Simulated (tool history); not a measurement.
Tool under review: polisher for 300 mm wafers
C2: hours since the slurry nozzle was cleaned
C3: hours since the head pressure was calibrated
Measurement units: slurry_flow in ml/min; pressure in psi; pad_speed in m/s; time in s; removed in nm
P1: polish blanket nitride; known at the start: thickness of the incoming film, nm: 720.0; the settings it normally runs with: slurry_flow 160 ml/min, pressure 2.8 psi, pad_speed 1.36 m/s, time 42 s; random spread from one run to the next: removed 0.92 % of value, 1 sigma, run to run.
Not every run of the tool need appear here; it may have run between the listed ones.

{"run": 1, "hour": 12.4, "slurry_flow": 160, "pressure": 2.8, "pad_speed": 1.36, "time": 42, "wafers polished on this pad": 503, "C2": 249.5, "C3": 708.0, "removed": 78.985}
{"run": 2, "hour": 20.2, "slurry_flow": 225, "pressure": 2.8, "pad_speed": 1.36, "time": 42, "wafers polished on this pad": 578, "C2": 257.3, "C3": 715.8, "removed": 83.173}
{"run": 3, "hour": 32.9, "slurry_flow": 160, "pressure": 2.8, "pad_speed": 1.36, "time": 42, "wafers polished on this pad": 700, "C2": 270.0, "C3": 728.5, "removed": 78.36}
{"run": 4, "hour": 46.1, "slurry_flow": 160, "pressure": 2.8, "pad_speed": 0.94, "time": 25, "wafers polished on this pad": 826, "C2": 283.2, "C3": 741.7, "removed": 34.659}
{"run": 5, "hour": 60.4, "slurry_flow": 160, "pressure": 2.8, "pad_speed": 1.36, "time": 60, "wafers polished on this pad": 963, "C2": 297.5, "C3": 756.0, "removed": 111.28}
{"run": 6, "hour": 73.6, "slurry_flow": 160, "pressure": 2.8, "pad_speed": 1.8, "time": 42, "wafers polished on this pad": 1090, "C2": 310.7, "C3": 769.2, "removed": 97.288}
{"run": 7, "hour": 80.8, "slurry_flow": 95, "pressure": 2.8, "pad_speed": 1.36, "time": 42, "wafers polished on this pad": 1159, "C2": 317.9, "C3": 776.4, "removed": 69.264}
{"run": 8, "hour": 95.8, "slurry_flow": 160, "pressure": 2.8, "pad_speed": 0.74, "time": 42, "wafers polished on this pad": 1302, "C2": 332.9, "C3": 791.4, "removed": 48.375}
{"run": 9, "hour": 111.4, "slurry_flow": 160, "pressure": 2.8, "pad_speed": 1.36, "time": 19, "wafers polished on this pad": 1452, "C2": 348.5, "C3": 807.0, "removed": 35.466}
{"run": 10, "hour": 124.6, "slurry_flow": 160, "pressure": 4.4, "pad_speed": 1.36, "time": 42, "wafers polished on this pad": 1578, "C2": 361.7, "C3": 820.2, "removed": 121.74}
{"run": 11, "hour": 134.0, "slurry_flow": 160, "pressure": 2.8, "pad_speed": 1.36, "time": 42, "wafers polished on this pad": 1668, "C2": 371.1, "C3": 829.6, "removed": 77.538}
{"run": 12, "hour": 146.4, "slurry_flow": 160, "pressure": 2.8, "pad_speed": 1.36, "time": 42, "wafers polished on this pad": 1787, "C2": 383.5, "C3": 842.0, "removed": 79.321}
{"run": 13, "hour": 155.3, "slurry_flow": 160, "pressure": 2.8, "pad_speed": 1.36, "time": 42, "wafers polished on this pad": 1872, "C2": 392.4, "C3": 850.9, "removed": 78.937}
{"run": 14, "hour": 162.2, "slurry_flow": 160, "pressure": 1.3, "pad_speed": 1.36, "time": 42, "wafers polished on this pad": 1938, "C2": 399.3, "C3": 857.8, "removed": 36.197}
{"run": 15, "hour": 170.4, "slurry_flow": 160, "pressure": 2.8, "pad_speed": 1.36, "time": 42, "wafers polished on this pad": 2017, "C2": 407.5, "C3": 866.0, "removed": 79.09}
{"run": 16, "hour": 178.4, "slurry_flow": 160, "pressure": 2.8, "pad_speed": 1.36, "time": 42, "wafers polished on this pad": 2093, "C2": 415.5, "C3": 874.0, "removed": 74.773}
{"run": 17, "hour": 191.9, "slurry_flow": 160, "pressure": 2.8, "pad_speed": 1.36, "time": 42, "wafers polished on this pad": 2223, "C2": 429.0, "C3": 887.5, "removed": 73.931}
{"run": 18, "hour": 205.2, "slurry_flow": 160, "pressure": 2.8, "pad_speed": 1.36, "time": 42, "wafers polished on this pad": 2350, "C2": 442.3, "C3": 900.8, "removed": 72.767}
{"run": 19, "hour": 217.0, "slurry_flow": 160, "pressure": 2.8, "pad_speed": 1.36, "time": 42, "wafers polished on this pad": 2463, "C2": 454.1, "C3": 912.6, "removed": 72.144}
{"hour": 218.1, "done": "worn pad replaced by a new one"}
{"run": 20, "hour": 225.0, "slurry_flow": 160, "pressure": 2.8, "pad_speed": 1.36, "time": 42, "wafers polished on this pad": 66, "C2": 462.1, "C3": 920.6, "removed": 70.606}
{"run": 21, "hour": 234.5, "slurry_flow": 160, "pressure": 2.8, "pad_speed": 1.36, "time": 42, "wafers polished on this pad": 157, "C2": 471.6, "C3": 930.1, "removed": 71.527}

What P1 gives has crept away from where it was. These 2 causes fit the log equally well, each at the size given:
A: slurry flow missing at the pad, % = 35.4
B: head's pressure below its setpoint, % = 8.4
At approximately hour 170.4, the process output began to creep.
Each remaining cause and why it is not a fit:
removal rate lost through wear of the pad, %: was serviced at hour 218.1, once the creep was under way, yet the earlier output never came back

The list below offers 4 check runs, each averaging the results of 2 wafers, and shows each result as a question mark. For which of them would the listed causes give clearly different results?
{"run": "check 1", "hour": 244.0, "slurry_flow": 95, "pressure": 2.8, "pad_speed": 1.36, "time": 19, "removed": "?"}
{"run": "check 2", "hour": 244.0, "slurry_flow": 160, "pressure": 2.2, "pad_speed": 1.36, "time": 42, "removed": "?"}
{"run": "check 3", "hour": 244.0, "slurry_flow": 160, "pressure": 2.8, "pad_speed": 0.96, "time": 42, "removed": "?"}
{"run": "check 4", "hour": 244.0, "slurry_flow": 160, "pressure": 1.3, "pad_speed": 0.76, "time": 42, "removed": "?"}

Outcome of each check run for each possible cause:
check=check_1 result=removed if_A=27.677 if_B=29.118
check=check_2 result=removed if_A=56.397 if_B=56.393
check=check_3 result=removed if_A=54.322 if_B=54.318
check=check_4 result=removed if_A=20.922 if_B=20.920
Distance between the nearest two causes, measured in the result of the check that separates them most: check 1 5.08 %; check 2 0.01 %; check 3 0.01 %; check 4 0.01 %
The causes can be told apart only by check 1. The other checks would give nearly the same results under each of them.

Check 1 has now been run. It gave: removed 27.529 nm. Which of the candidate causes is it?

It is A: slurry flow missing at the pad, %.
